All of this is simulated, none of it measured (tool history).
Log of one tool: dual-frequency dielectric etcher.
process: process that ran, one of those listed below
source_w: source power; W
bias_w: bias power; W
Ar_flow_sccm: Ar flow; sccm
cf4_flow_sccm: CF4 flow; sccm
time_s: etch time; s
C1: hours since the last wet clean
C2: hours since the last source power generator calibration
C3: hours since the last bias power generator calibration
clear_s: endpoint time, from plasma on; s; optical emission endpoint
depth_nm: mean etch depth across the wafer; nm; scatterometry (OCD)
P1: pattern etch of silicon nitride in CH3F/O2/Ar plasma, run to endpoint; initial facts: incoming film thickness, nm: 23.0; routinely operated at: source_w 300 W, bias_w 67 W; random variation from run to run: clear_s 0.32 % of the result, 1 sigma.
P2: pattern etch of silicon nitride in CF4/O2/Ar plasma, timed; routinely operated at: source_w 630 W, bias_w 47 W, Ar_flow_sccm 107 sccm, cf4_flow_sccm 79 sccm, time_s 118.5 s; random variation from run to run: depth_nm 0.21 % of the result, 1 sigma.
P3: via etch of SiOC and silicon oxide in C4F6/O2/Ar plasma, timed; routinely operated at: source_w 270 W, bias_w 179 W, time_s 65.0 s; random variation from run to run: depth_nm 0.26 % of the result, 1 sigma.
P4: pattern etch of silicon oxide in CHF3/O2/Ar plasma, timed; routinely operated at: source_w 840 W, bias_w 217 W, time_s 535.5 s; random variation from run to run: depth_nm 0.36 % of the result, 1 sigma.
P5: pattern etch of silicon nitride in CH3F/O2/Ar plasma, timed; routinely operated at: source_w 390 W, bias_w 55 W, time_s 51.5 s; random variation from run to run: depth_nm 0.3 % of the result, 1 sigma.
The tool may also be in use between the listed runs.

{"run": 1, "day": 0.483, "process": "P1", "source_w": 300, "bias_w": 67, "C1": 290.4, "C2": 1345.5, "C3": 562.2, "clear_s": 38.353}
{"run": 2, "day": 1.054, "process": "P1", "source_w": 300, "bias_w": 93, "C1": 304.1, "C2": 1359.2, "C3": 575.9, "clear_s": 33.909}
{"run": 3, "day": 1.671, "process": "P2", "source_w": 630, "bias_w": 30, "Ar_flow_sccm": 107, "cf4_flow_sccm": 79, "time_s": 118.5, "C1": 318.9, "C2": 1374.0, "C3": 590.7, "depth_nm": 226.48}
{"run": 4, "day": 2.042, "process": "P1", "source_w": 300, "bias_w": 67, "C1": 327.8, "C2": 1382.9, "C3": 599.6, "clear_s": 38.342}
{"run": 5, "day": 2.383, "process": "P2", "source_w": 630, "bias_w": 47, "Ar_flow_sccm": 107, "cf4_flow_sccm": 79, "time_s": 118.5, "C1": 336.0, "C2": 1391.1, "C3": 607.8, "depth_nm": 265.77}
{"run": 6, "day": 2.812, "process": "P5", "source_w": 390, "bias_w": 55, "time_s": 51.5, "C1": 346.3, "C2": 1401.4, "C3": 618.1, "depth_nm": 34.067}
{"run": 7, "day": 3.225, "process": "P3", "source_w": 270, "bias_w": 179, "time_s": 65.0, "C1": 356.2, "C2": 1411.3, "C3": 628.0, "depth_nm": 64.995}
{"run": 8, "day": 3.767, "process": "P5", "source_w": 390, "bias_w": 55, "time_s": 65.0, "C1": 369.2, "C2": 1424.3, "C3": 641.0, "depth_nm": 43.108}
{"run": 9, "day": 4.408, "process": "P1", "source_w": 230, "bias_w": 67, "C1": 384.6, "C2": 1439.7, "C3": 656.4, "clear_s": 42.094}
{"run": 10, "day": 4.792, "process": "P2", "source_w": 630, "bias_w": 47, "Ar_flow_sccm": 107, "cf4_flow_sccm": 94, "time_s": 118.5, "C1": 393.8, "C2": 1448.9, "C3": 665.6, "depth_nm": 272.52}
{"run": 11, "day": 5.121, "process": "P1", "source_w": 360, "bias_w": 67, "C1": 401.7, "C2": 1456.8, "C3": 673.5, "clear_s": 35.688}
{"run": 12, "day": 5.512, "process": "P2", "source_w": 370, "bias_w": 47, "Ar_flow_sccm": 107, "cf4_flow_sccm": 79, "time_s": 118.5, "C1": 411.1, "C2": 1466.2, "C3": 682.9, "depth_nm": 167.35}
{"run": 13, "day": 6.096, "process": "P5", "source_w": 390, "bias_w": 36, "time_s": 51.5, "C1": 425.1, "C2": 1480.2, "C3": 696.9, "depth_nm": 29.83}
{"run": 14, "day": 6.383, "process": "P2", "source_w": 630, "bias_w": 47, "Ar_flow_sccm": 107, "cf4_flow_sccm": 79, "time_s": 78.0, "C1": 432.0, "C2": 1487.1, "C3": 703.8, "depth_nm": 175.37}
{"run": 15, "day": 7.012, "process": "P1", "source_w": 300, "bias_w": 67, "C1": 447.1, "C2": 1502.2, "C3": 718.9, "clear_s": 38.101}
{"run": 16, "day": 7.479, "process": "P3", "source_w": 270, "bias_w": 179, "time_s": 96.0, "C1": 458.3, "C2": 1513.4, "C3": 730.1, "depth_nm": 96.118}
{"run": 17, "day": 7.867, "process": "P4", "source_w": 840, "bias_w": 217, "time_s": 342.0, "C1": 467.6, "C2": 1522.7, "C3": 739.4, "depth_nm": 792.31}
{"run": 18, "day": 8.346, "process": "P1", "source_w": 380, "bias_w": 82, "C1": 479.1, "C2": 1534.2, "C3": 750.9, "clear_s": 32.737}
{"run": 19, "day": 8.875, "process": "P4", "source_w": 1010, "bias_w": 217, "time_s": 535.5, "C1": 491.8, "C2": 1546.9, "C3": 763.6, "depth_nm": 1331.0}
{"run": 20, "day": 9.417, "process": "P1", "source_w": 300, "bias_w": 67, "C1": 504.8, "C2": 1559.9, "C3": 776.6, "clear_s": 38.501}
{"run": 21, "day": 9.854, "process": "P1", "source_w": 300, "bias_w": 67, "C1": 515.3, "C2": 1570.4, "C3": 787.1, "clear_s": 38.319}
{"day": 9.954, "done": "source power generator calibrated"}
{"run": 22, "day": 10.15, "process": "P4", "source_w": 840, "bias_w": 217, "time_s": 535.5, "C1": 522.4, "C2": 4.7, "C3": 794.2, "depth_nm": 1236.1}
{"run": 23, "day": 10.517, "process": "P3", "source_w": 270, "bias_w": 128, "time_s": 65.0, "C1": 531.2, "C2": 13.5, "C3": 803.0, "depth_nm": 58.53}
{"run": 24, "day": 11.112, "process": "P3", "source_w": 270, "bias_w": 179, "time_s": 65.0, "C1": 545.5, "C2": 27.8, "C3": 817.3, "depth_nm": 65.209}
{"run": 25, "day": 11.458, "process": "P5", "source_w": 390, "bias_w": 55, "time_s": 51.5, "C1": 553.8, "C2": 36.1, "C3": 825.6, "depth_nm": 34.01}
{"run": 26, "day": 12.117, "process": "P1", "source_w": 210, "bias_w": 90, "C1": 569.6, "C2": 51.9, "C3": 841.4, "clear_s": 39.549}
{"run": 27, "day": 12.6, "process": "P1", "source_w": 380, "bias_w": 43, "C1": 581.2, "C2": 63.5, "C3": 853.0, "clear_s": 40.62}
{"run": 28, "day": 13.125, "process": "P3", "source_w": 380, "bias_w": 179, "time_s": 65.0, "C1": 593.8, "C2": 76.1, "C3": 865.6, "depth_nm": 74.403}
{"run": 29, "day": 13.617, "process": "P5", "source_w": 240, "bias_w": 55, "time_s": 51.5, "C1": 605.6, "C2": 87.9, "C3": 877.4, "depth_nm": 28.366}
{"run": 30, "day": 14.121, "process": "P1", "source_w": 300, "bias_w": 67, "C1": 617.7, "C2": 100.0, "C3": 889.5, "clear_s": 38.336}
{"run": 31, "day": 14.708, "process": "P2", "source_w": 630, "bias_w": 47, "Ar_flow_sccm": 132, "cf4_flow_sccm": 79, "time_s": 118.5, "C1": 631.8, "C2": 114.1, "C3": 903.6, "depth_nm": 257.21}
{"run": 32, "day": 15.312, "process": "P4", "source_w": 840, "bias_w": 308, "time_s": 535.5, "C1": 646.3, "C2": 128.6, "C3": 918.1, "depth_nm": 1405.0}
{"run": 33, "day": 15.742, "process": "P1", "source_w": 300, "bias_w": 51, "C1": 656.6, "C2": 138.9, "C3": 928.4, "clear_s": 41.916}
{"run": 34, "day": 16.033, "process": "P1", "source_w": 300, "bias_w": 67, "C1": 663.6, "C2": 145.9, "C3": 935.4, "clear_s": 38.295}
{"run": 35, "day": 16.562, "process": "P1", "source_w": 300, "bias_w": 67, "C1": 676.3, "C2": 158.6, "C3": 948.1, "clear_s": 38.541}
{"run": 36, "day": 16.854, "process": "P1", "source_w": 300, "bias_w": 67, "C1": 683.3, "C2": 165.6, "C3": 955.1, "clear_s": 38.604}
{"run": 37, "day": 17.438, "process": "P1", "source_w": 300, "bias_w": 67, "C1": 697.3, "C2": 179.6, "C3": 969.1, "clear_s": 38.837}
{"run": 38, "day": 17.883, "process": "P1", "source_w": 300, "bias_w": 67, "C1": 708.0, "C2": 190.3, "C3": 979.8, "clear_s": 38.681}
{"run": 39, "day": 18.396, "process": "P1", "source_w": 300, "bias_w": 67, "C1": 720.3, "C2": 202.6, "C3": 992.1, "clear_s": 38.766}
{"day": 18.617, "done": "wet clean of the chamber"}
{"run": 40, "day": 18.862, "process": "P1", "source_w": 300, "bias_w": 67, "C1": 5.9, "C2": 213.8, "C3": 1003.3, "clear_s": 38.778}
{"run": 41, "day": 19.146, "process": "P1", "source_w": 300, "bias_w": 67, "C1": 12.7, "C2": 220.6, "C3": 1010.1, "clear_s": 38.821}
{"run": 42, "day": 19.796, "process": "P1", "source_w": 300, "bias_w": 67, "C1": 28.3, "C2": 236.2, "C3": 1025.7, "clear_s": 38.802}
{"run": 43, "day": 20.096, "process": "P1", "source_w": 300, "bias_w": 67, "C1": 35.5, "C2": 243.4, "C3": 1032.9, "clear_s": 38.997}
{"run": 44, "day": 20.679, "process": "P1", "source_w": 300, "bias_w": 67, "C1": 49.5, "C2": 257.4, "C3": 1046.9, "clear_s": 38.792}
{"run": 45, "day": 21.042, "process": "P1", "source_w": 300, "bias_w": 67, "C1": 58.2, "C2": 266.1, "C3": 1055.6, "clear_s": 38.9}

The log shows P1 creeping away from where it was. Any of the 2 causes listed here, at the size stated for it, fits the log just as well as the others:
A: source power that arrives under what is set, % = 4.09
B: bias power that arrives under what is set, % = 4.5
Onset of the creep was near day 16.033.
What rules out each remaining cause:
chamber walls in a state that lowers the etch rate, %: serviced at day 18.617, which brought nothing back

Listed below are the offered check runs, one wafer per run, with question marks in place of results. For which of them would the causes give clearly different outcomes?
{"run": "check 1", "day": 21.404, "process": "P4", "source_w": 840, "bias_w": 302, "time_s": 535.5, "depth_nm": "?"}
{"run": "check 2", "day": 21.404, "process": "P5", "source_w": 390, "bias_w": 39, "time_s": 51.5, "depth_nm": "?"}
{"run": "check 3", "day": 21.404, "process": "P3", "source_w": 320, "bias_w": 179, "time_s": 65.0, "depth_nm": "?"}
{"run": "check 4", "day": 21.404, "process": "P2", "source_w": 630, "bias_w": 33, "Ar_flow_sccm": 107, "cf4_flow_sccm": 79, "time_s": 118.5, "depth_nm": "?"}

How each check would come out, cause by cause:
check=check_1 result=depth_nm if_A=1370.400 if_B=1369.000
check=check_2 result=depth_nm if_A=30.196 if_B=30.293
check=check_3 result=depth_nm if_A=68.384 if_B=68.461
check=check_4 result=depth_nm if_A=225.450 if_B=230.190
Gap, in per cent, between the two causes that each check separates least, read from the result that separates them most: check 1 0.1 %; check 2 0.32 %; check 3 0.11 %; check 4 2.08 %
Check 4 distinguishes between the causes, while the remaining checks would return nearly the same result for all of them.

Check 4 was then run and gave: depth_nm 225.280 nm. Which cause is it?

The correct cause is A, namely: source power that arrives under what is set, %.

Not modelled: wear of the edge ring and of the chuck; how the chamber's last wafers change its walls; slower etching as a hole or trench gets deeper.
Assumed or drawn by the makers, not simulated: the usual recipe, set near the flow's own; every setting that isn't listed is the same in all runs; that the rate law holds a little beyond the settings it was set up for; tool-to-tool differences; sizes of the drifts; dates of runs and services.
